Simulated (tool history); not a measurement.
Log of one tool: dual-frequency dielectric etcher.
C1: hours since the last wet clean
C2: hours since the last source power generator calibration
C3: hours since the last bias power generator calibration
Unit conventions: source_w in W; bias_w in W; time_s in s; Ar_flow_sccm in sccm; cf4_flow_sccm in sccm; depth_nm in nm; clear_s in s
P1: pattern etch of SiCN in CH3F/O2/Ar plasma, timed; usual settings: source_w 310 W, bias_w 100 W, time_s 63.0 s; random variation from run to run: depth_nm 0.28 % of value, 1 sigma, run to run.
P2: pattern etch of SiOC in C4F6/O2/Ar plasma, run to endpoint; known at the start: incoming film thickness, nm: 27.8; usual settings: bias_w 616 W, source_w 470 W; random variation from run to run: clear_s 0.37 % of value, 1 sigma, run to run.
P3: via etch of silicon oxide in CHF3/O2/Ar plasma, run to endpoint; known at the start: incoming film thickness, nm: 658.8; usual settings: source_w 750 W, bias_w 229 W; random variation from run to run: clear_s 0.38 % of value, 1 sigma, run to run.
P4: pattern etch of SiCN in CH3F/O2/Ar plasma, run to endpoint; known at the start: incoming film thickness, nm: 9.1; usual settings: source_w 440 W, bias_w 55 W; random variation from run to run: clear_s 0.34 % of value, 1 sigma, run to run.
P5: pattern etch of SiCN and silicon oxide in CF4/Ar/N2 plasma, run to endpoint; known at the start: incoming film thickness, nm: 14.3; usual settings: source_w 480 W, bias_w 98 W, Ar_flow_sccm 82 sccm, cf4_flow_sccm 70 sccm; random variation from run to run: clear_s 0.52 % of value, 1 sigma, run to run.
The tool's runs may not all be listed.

Run 1, hour 4.0: process P1, source_w 310 W, bias_w 100 W, time_s 63.0 s; C1 208.6; C2 561.3; C3 2152.0. Result: depth_nm 24.399 nm.
Run 2, hour 12.5: process P3, source_w 750 W, bias_w 310 W; C1 217.1; C2 569.8; C3 2160.5. Result: clear_s 243.3600 s.
Run 3, hour 21.1: process P1, source_w 310 W, bias_w 100 W, time_s 63.0 s; C1 225.7; C2 578.4; C3 2169.1. Result: depth_nm 24.476 nm.
Run 4, hour 26.1: process P1, source_w 190 W, bias_w 100 W, time_s 44.5 s; C1 230.7; C2 583.4; C3 2174.1. Result: depth_nm 14.443 nm.
Run 5, hour 35.0: process P1, source_w 310 W, bias_w 100 W, time_s 63.0 s; C1 239.6; C2 592.3; C3 2183.0. Result: depth_nm 24.408 nm.
Run 6, hour 39.2: process P1, source_w 210 W, bias_w 100 W, time_s 63.0 s; C1 243.8; C2 596.5; C3 2187.2. Result: depth_nm 21.196 nm.
Run 7, hour 46.5: process P4, source_w 610 W, bias_w 55 W; C1 251.1; C2 603.8; C3 2194.5. Result: clear_s 22.5590 s.
Run 8, hour 51.7: process P1, source_w 310 W, bias_w 81 W, time_s 63.0 s; C1 256.3; C2 609.0; C3 2199.7. Result: depth_nm 22.651 nm.
Run 9, hour 60.5: process P1, source_w 220 W, bias_w 100 W, time_s 37.5 s; C1 265.1; C2 617.8; C3 2208.5. Result: depth_nm 12.815 nm.
Run 10, hour 67.2: process P2, source_w 470 W, bias_w 616 W; C1 271.8; C2 624.5; C3 2215.2. Result: clear_s 8.3188 s.
Run 11, hour 71.6: process P5, source_w 480 W, bias_w 98 W, Ar_flow_sccm 106 sccm, cf4_flow_sccm 70 sccm; C1 276.2; C2 628.9; C3 2219.6. Result: clear_s 14.8120 s.
Run 12, hour 77.0: process P1, source_w 310 W, bias_w 100 W, time_s 63.0 s; C1 281.6; C2 634.3; C3 2225.0. Result: depth_nm 24.419 nm.
Run 13, hour 81.3: process P1, source_w 310 W, bias_w 128 W, time_s 63.0 s; C1 285.9; C2 638.6; C3 2229.3. Result: depth_nm 26.832 nm.
Run 14, hour 88.6: process P1, source_w 400 W, bias_w 100 W, time_s 40.0 s; C1 293.2; C2 645.9; C3 2236.6. Result: depth_nm 17.031 nm.
Run 15, hour 92.7: process P1, source_w 400 W, bias_w 100 W, time_s 63.0 s; C1 297.3; C2 650.0; C3 2240.7. Result: depth_nm 26.606 nm.
Run 16, hour 98.9: process P5, source_w 570 W, bias_w 98 W, Ar_flow_sccm 82 sccm, cf4_flow_sccm 70 sccm; C1 303.5; C2 656.2; C3 2246.9. Result: clear_s 12.2380 s.
Run 17, hour 106.5: process P3, source_w 750 W, bias_w 229 W; C1 311.1; C2 663.8; C3 2254.5. Result: clear_s 271.6000 s.
Run 18, hour 113.4: process P4, source_w 440 W, bias_w 34 W; C1 318.0; C2 670.7; C3 2261.4. Result: clear_s 29.5990 s.
Run 19, hour 121.1: process P5, source_w 480 W, bias_w 138 W, Ar_flow_sccm 82 sccm, cf4_flow_sccm 70 sccm; C1 325.7; C2 678.4; C3 2269.1. Result: clear_s 12.5730 s.
Run 20, hour 127.5: process P2, source_w 470 W, bias_w 387 W; C1 332.1; C2 684.8; C3 2275.5. Result: clear_s 9.8592 s.
Run 21, hour 136.7: process P2, source_w 270 W, bias_w 616 W; C1 341.3; C2 694.0; C3 2284.7. Result: clear_s 10.1810 s.
Run 22, hour 144.6: process P4, source_w 440 W, bias_w 55 W; C1 349.2; C2 701.9; C3 2292.6. Result: clear_s 25.6290 s.
Run 23, hour 149.5: process P1, source_w 310 W, bias_w 100 W, time_s 63.0 s; C1 354.1; C2 706.8; C3 2297.5. Result: depth_nm 24.483 nm.
Run 24, hour 158.4: process P3, source_w 470 W, bias_w 229 W; C1 363.0; C2 715.7; C3 2306.4. Result: clear_s 323.1400 s.
Run 25, hour 166.6: process P1, source_w 310 W, bias_w 100 W, time_s 94.5 s; C1 371.2; C2 723.9; C3 2314.6. Result: depth_nm 36.733 nm.
Run 26, hour 171.4: process P1, source_w 310 W, bias_w 100 W, time_s 63.0 s; C1 376.0; C2 728.7; C3 2319.4. Result: depth_nm 24.327 nm.
Run 27, hour 176.8: process P5, source_w 480 W, bias_w 98 W, Ar_flow_sccm 82 sccm, cf4_flow_sccm 97 sccm; C1 381.4; C2 734.1; C3 2324.8. Result: clear_s 13.8600 s.
Run 28, hour 182.8: process P5, source_w 480 W, bias_w 98 W, Ar_flow_sccm 82 sccm, cf4_flow_sccm 70 sccm; C1 387.4; C2 740.1; C3 2330.8. Result: clear_s 14.3280 s.
Run 29, hour 190.1: process P1, source_w 310 W, bias_w 100 W, time_s 38.5 s; C1 394.7; C2 747.4; C3 2338.1. Result: depth_nm 14.890 nm.
Run 30, hour 195.4: process P1, source_w 310 W, bias_w 100 W, time_s 63.0 s; C1 400.0; C2 752.7; C3 2343.4. Result: depth_nm 24.431 nm.
Run 31, hour 200.4: process P1, source_w 310 W, bias_w 100 W, time_s 63.0 s; C1 405.0; C2 757.7; C3 2348.4. Result: depth_nm 24.483 nm.
Run 32, hour 209.6: process P1, source_w 310 W, bias_w 100 W, time_s 63.0 s; C1 414.2; C2 766.9; C3 2357.6. Result: depth_nm 24.629 nm.
Run 33, hour 216.8: process P1, source_w 310 W, bias_w 100 W, time_s 63.0 s; C1 421.4; C2 774.1; C3 2364.8. Result: depth_nm 24.617 nm.
Run 34, hour 224.3: process P1, source_w 310 W, bias_w 100 W, time_s 63.0 s; C1 428.9; C2 781.6; C3 2372.3. Result: depth_nm 24.888 nm.
At hour 227.3: wet clean of the chamber.
Run 35, hour 230.3: process P1, source_w 310 W, bias_w 100 W, time_s 63.0 s; C1 3.1; C2 787.6; C3 2378.3. Result: depth_nm 24.787 nm.
Run 36, hour 234.7: process P1, source_w 310 W, bias_w 100 W, time_s 63.0 s; C1 7.5; C2 792.0; C3 2382.7. Result: depth_nm 24.888 nm.
Run 37, hour 238.7: process P1, source_w 310 W, bias_w 100 W, time_s 63.0 s; C1 11.5; C2 796.0; C3 2386.7. Result: depth_nm 24.731 nm.
Run 38, hour 245.0: process P1, source_w 310 W, bias_w 100 W, time_s 63.0 s; C1 17.8; C2 802.3; C3 2393.0. Result: depth_nm 24.807 nm.
Run 39, hour 250.2: process P1, source_w 310 W, bias_w 100 W, time_s 63.0 s; C1 23.0; C2 807.5; C3 2398.2. Result: depth_nm 24.766 nm.

P1 has crept away from where it was. The log is fitted equally well by each of these 2 causes, at the sizes shown:
A: source power that arrives over what is set, % = 3.95
B: bias power that arrives over what is set, % = 3.77
At approximately hour 195.4, the process output began to creep.
Excluded causes, each with its reason:
chamber walls in a state that raises the etch rate, %: was serviced at hour 227.3, once the creep was under way, yet the earlier output never came back

Which of the check runs below tells the causes apart, meaning the causes would give it clearly different results? Each run uses 3 wafers whose results are averaged, and each result is shown as a question mark.
Run check 1, hour 255.4: process P3, source_w 480 W, bias_w 267 W. Result: clear_s ?.
Run check 2, hour 255.4: process P2, source_w 280 W, bias_w 448 W. Result: clear_s ?.
Run check 3, hour 255.4: process P5, source_w 480 W, bias_w 98 W, Ar_flow_sccm 106 sccm, cf4_flow_sccm 92 sccm. Result: clear_s ?.
Run check 4, hour 255.4: process P4, source_w 440 W, bias_w 35 W. Result: clear_s ?.

Check results expected under each cause:
  check   result      if A      if B
check 1  clear_s  300.0800  300.3400
check 2  clear_s   11.1960   11.2000
check 3  clear_s   13.8100   14.1060
check 4  clear_s   28.9500   29.0870
Gap, in per cent, between the two causes that each check separates least, read from the result that separates them most: check 1 0.09 %; check 2 0.04 %; check 3 2.12 %; check 4 0.47 %
Check 3 tells the causes apart: in the others they would give nearly the same result.

Check 3 has now been run. It gave: clear_s 13.7960 s. Which of the candidate causes is it?

It is A: source power that arrives over what is set, %.
